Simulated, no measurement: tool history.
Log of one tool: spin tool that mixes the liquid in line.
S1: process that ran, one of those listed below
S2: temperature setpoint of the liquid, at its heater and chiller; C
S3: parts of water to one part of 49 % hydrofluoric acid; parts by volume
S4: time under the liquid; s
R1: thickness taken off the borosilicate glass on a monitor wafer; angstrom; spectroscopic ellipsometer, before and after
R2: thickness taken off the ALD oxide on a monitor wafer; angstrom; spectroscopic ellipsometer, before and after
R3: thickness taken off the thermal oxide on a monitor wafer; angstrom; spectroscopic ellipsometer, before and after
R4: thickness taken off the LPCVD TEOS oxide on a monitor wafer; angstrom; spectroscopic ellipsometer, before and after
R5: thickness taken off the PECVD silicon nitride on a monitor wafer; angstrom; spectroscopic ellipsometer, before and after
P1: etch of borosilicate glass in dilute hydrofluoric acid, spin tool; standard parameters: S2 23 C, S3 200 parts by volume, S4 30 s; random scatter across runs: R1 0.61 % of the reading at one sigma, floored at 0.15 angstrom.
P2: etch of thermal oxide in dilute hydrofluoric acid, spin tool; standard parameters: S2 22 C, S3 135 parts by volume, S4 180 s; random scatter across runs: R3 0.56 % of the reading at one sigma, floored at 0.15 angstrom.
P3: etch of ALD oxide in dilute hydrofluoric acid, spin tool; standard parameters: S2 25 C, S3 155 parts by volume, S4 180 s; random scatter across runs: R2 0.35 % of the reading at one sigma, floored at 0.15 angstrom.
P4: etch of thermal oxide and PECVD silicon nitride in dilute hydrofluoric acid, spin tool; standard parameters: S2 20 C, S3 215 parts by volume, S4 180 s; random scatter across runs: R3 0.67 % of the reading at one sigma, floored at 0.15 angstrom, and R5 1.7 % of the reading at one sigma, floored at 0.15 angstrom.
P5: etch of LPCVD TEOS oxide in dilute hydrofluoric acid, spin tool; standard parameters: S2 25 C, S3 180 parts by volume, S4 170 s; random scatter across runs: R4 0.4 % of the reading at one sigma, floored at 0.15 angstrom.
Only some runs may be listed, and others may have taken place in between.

run 1 hour=9.3 | S1=P1 S2=23 S3=200 S4=30 | R1=56.127
run 2 hour=16.2 | S1=P3 S2=25 S3=155 S4=50 | R2=63.058
run 3 hour=27.7 | S1=P1 S2=23 S3=335 S4=30 | R1=28.882
run 4 hour=32.9 | S1=P1 S2=23 S3=200 S4=30 | R1=55.408
run 5 hour=39.3 | S1=P2 S2=22 S3=225 S4=180 | R3=28.906
run 6 hour=48.4 | S1=P3 S2=25 S3=155 S4=180 | R2=225.3
run 7 hour=55.1 | S1=P3 S2=30 S3=155 S4=180 | R2=269.75
run 8 hour=66.3 | S1=P1 S2=23 S3=200 S4=15 | R1=27.763
run 9 hour=76.7 | S1=P2 S2=22 S3=135 S4=180 | R3=53.178
run 10 hour=85 | S1=P5 S2=21 S3=180 S4=170 | R4=202.61
run 11 hour=92.7 | S1=P3 S2=25 S3=155 S4=180 | R2=226
run 12 hour=98.7 | S1=P1 S2=23 S3=200 S4=50 | R1=92.217
run 13 hour=105.8 | S1=P1 S2=23 S3=200 S4=30 | R1=55.928
run 14 hour=110.9 | S1=P4 S2=20 S3=215 S4=180 | R3=30.967 R5=16.269
run 15 hour=120.1 | S1=P4 S2=20 S3=350 S4=180 | R3=16.557 R5=10.363
run 16 hour=129.8 | S1=P5 S2=25 S3=180 S4=260 | R4=360.43
run 17 hour=139.2 | S1=P4 S2=20 S3=215 S4=315 | R3=53.106 R5=28.576
run 18 hour=146.3 | S1=P1 S2=26.5 S3=85 S4=30 | R1=172.41
run 19 hour=157.8 | S1=P1 S2=17 S3=200 S4=30 | R1=44.773
run 20 hour=163.1 | S1=P1 S2=31 S3=200 S4=30 | R1=74.806
run 21 hour=172.2 | S1=P1 S2=23 S3=60 S4=30 | R1=218.16
run 22 hour=177.7 | S1=P5 S2=25 S3=35 S4=170 | R4=1459.7
run 23 hour=188.8 | S1=P5 S2=25 S3=180 S4=170 | R4=236.72
run 24 hour=197.2 | S1=P1 S2=23 S3=200 S4=30 | R1=55.726
run 25 hour=204.1 | S1=P4 S2=20 S3=215 S4=180 | R3=30.783 R5=16.124
run 26 hour=212.8 | S1=P3 S2=25 S3=260 S4=180 | R2=119.69
-- hour=214.9 thermometer replaced
run 27 hour=218.6 | S1=P2 S2=17 S3=135 S4=180 | R3=43.527
run 28 hour=226.2 | S1=P2 S2=22 S3=135 S4=180 | R3=53.296
run 29 hour=234.1 | S1=P1 S2=23 S3=90 S4=50 | R1=235.72
run 30 hour=240.1 | S1=P1 S2=26.5 S3=200 S4=15 | R1=31.556
run 31 hour=249.6 | S1=P2 S2=22 S3=135 S4=305 | R3=91.088
run 32 hour=257.7 | S1=P1 S2=23 S3=200 S4=30 | R1=55.462
run 33 hour=264.4 | S1=P1 S2=23 S3=200 S4=30 | R1=55.447
run 34 hour=269.8 | S1=P4 S2=17 S3=215 S4=180 | R3=27.08 R5=13.115
run 35 hour=275.7 | S1=P1 S2=23 S3=200 S4=30 | R1=55.758
run 36 hour=282.1 | S1=P1 S2=23 S3=200 S4=30 | R1=55.051
run 37 hour=292.7 | S1=P1 S2=23 S3=200 S4=30 | R1=53.862
run 38 hour=303.6 | S1=P1 S2=23 S3=200 S4=30 | R1=53.774
run 39 hour=309.6 | S1=P1 S2=23 S3=200 S4=30 | R1=52.995
run 40 hour=319.7 | S1=P1 S2=23 S3=200 S4=30 | R1=52.754
run 41 hour=330.3 | S1=P1 S2=23 S3=200 S4=30 | R1=52.403
run 42 hour=339.2 | S1=P1 S2=23 S3=200 S4=30 | R1=51.821
run 43 hour=347.4 | S1=P1 S2=23 S3=200 S4=30 | R1=52.317
run 44 hour=356.5 | S1=P1 S2=23 S3=200 S4=30 | R1=52.193
run 45 hour=364.9 | S1=P1 S2=23 S3=200 S4=30 | R1=52.288

P1 has crept away from where it was. The log is fitted equally well by each of these 2 causes, at the sizes shown:
A: hydrofluoric acid flow below the setpoint (%) = 5.14
B: liquid colder than its thermometer reads (K) = 1.7
Onset of the creep was near hour 275.7.

Which of the check runs below tells the causes apart, meaning the causes would give it clearly different results? Each run uses 5 wafers whose results are averaged, and each result is shown as a question mark.
run check 1 hour=373.3 | S1=P4 S2=20 S3=215 S4=180 | R3=? R5=?
run check 2 hour=373.3 | S1=P5 S2=25 S3=180 S4=170 | R4=?
run check 3 hour=373.3 | S1=P2 S2=22 S3=135 S4=180 | R3=?
run check 4 hour=373.3 | S1=P3 S2=25 S3=155 S4=180 | R2=?

If the cause were each of the candidates in turn, the checks would give the following:
check=check_1 result=R3 if_A=28.778 if_B=28.728
check=check_1 result=R5 if_A=15.448 if_B=14.538
check=check_2 result=R4 if_A=221.26 if_B=221.29
check=check_3 result=R3 if_A=50.377 if_B=50.041
check=check_4 result=R2 if_A=211.54 if_B=211.08
Separation of the two closest causes in each check, using whichever result separates them best: check 1 6.07 %; check 2 0.01 %; check 3 0.67 %; check 4 0.22 %
The causes can be told apart only by check 1. The other checks would give nearly the same results under each of them.

Check 1 has now been run. It gave: R3 28.597 angstrom; R5 15.372 angstrom. Which of the candidate causes is it?

It was cause A: hydrofluoric acid flow below the setpoint (%).

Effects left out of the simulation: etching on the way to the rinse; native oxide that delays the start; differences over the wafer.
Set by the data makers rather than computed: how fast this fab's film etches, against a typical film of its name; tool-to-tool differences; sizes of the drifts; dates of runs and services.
